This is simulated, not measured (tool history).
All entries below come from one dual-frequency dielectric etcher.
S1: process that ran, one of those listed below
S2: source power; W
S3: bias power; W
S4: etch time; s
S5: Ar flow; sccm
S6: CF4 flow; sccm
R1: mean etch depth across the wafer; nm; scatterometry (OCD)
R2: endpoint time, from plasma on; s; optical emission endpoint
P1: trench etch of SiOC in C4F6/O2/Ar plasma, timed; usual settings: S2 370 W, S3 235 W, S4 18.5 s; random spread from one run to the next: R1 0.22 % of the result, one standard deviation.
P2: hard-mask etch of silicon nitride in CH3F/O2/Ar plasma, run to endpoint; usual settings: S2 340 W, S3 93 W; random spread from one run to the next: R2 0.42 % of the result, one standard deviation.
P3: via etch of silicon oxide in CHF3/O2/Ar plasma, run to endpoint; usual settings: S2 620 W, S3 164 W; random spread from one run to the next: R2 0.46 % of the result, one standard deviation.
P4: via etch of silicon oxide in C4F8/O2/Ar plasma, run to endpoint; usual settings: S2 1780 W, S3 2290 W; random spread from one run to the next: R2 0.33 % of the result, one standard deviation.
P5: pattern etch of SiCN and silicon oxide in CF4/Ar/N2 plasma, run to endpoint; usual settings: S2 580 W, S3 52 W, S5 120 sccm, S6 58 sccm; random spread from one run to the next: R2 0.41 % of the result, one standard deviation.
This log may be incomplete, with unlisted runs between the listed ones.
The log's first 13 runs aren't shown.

run 14 hour=86.5 | S1=P1 S2=250 S3=235 S4=18.5 | R1=36.416
run 15 hour=92.6 | S1=P1 S2=370 S3=235 S4=11 | R1=25.201
run 16 hour=96.5 | S1=P1 S2=370 S3=182 S4=18.5 | R1=38.681
run 17 hour=104.1 | S1=P1 S2=370 S3=235 S4=24 | R1=54.99
run 18 hour=107.9 | S1=P2 S2=220 S3=93 | R2=53.943
run 19 hour=115.5 | S1=P1 S2=370 S3=235 S4=18.5 | R1=42.187
run 20 hour=122.3 | S1=P5 S2=580 S3=32 S5=120 S6=58 | R2=20.839
run 21 hour=128.6 | S1=P1 S2=370 S3=235 S4=18.5 | R1=42.255
run 22 hour=134.3 | S1=P1 S2=270 S3=141 S4=18.5 | R1=31.561
run 23 hour=138.7 | S1=P1 S2=370 S3=186 S4=11.5 | R1=24.33
run 24 hour=146.3 | S1=P1 S2=270 S3=235 S4=10 | R1=20.303
run 25 hour=153.8 | S1=P1 S2=370 S3=297 S4=18.5 | R1=45.898
run 26 hour=158.2 | S1=P5 S2=580 S3=52 S5=120 S6=58 | R2=17.987
run 27 hour=163.6 | S1=P3 S2=620 S3=164 | R2=212.7
run 28 hour=170.1 | S1=P3 S2=620 S3=125 | R2=231.54
run 29 hour=176.9 | S1=P4 S2=1780 S3=2290 | R2=175.36

Run 30 has not been measured yet. What should we expect?
run 30 hour=183.4 | S1=P2 S2=340 S3=56 | R2=?

Run 30 measured R2 54.751 s.

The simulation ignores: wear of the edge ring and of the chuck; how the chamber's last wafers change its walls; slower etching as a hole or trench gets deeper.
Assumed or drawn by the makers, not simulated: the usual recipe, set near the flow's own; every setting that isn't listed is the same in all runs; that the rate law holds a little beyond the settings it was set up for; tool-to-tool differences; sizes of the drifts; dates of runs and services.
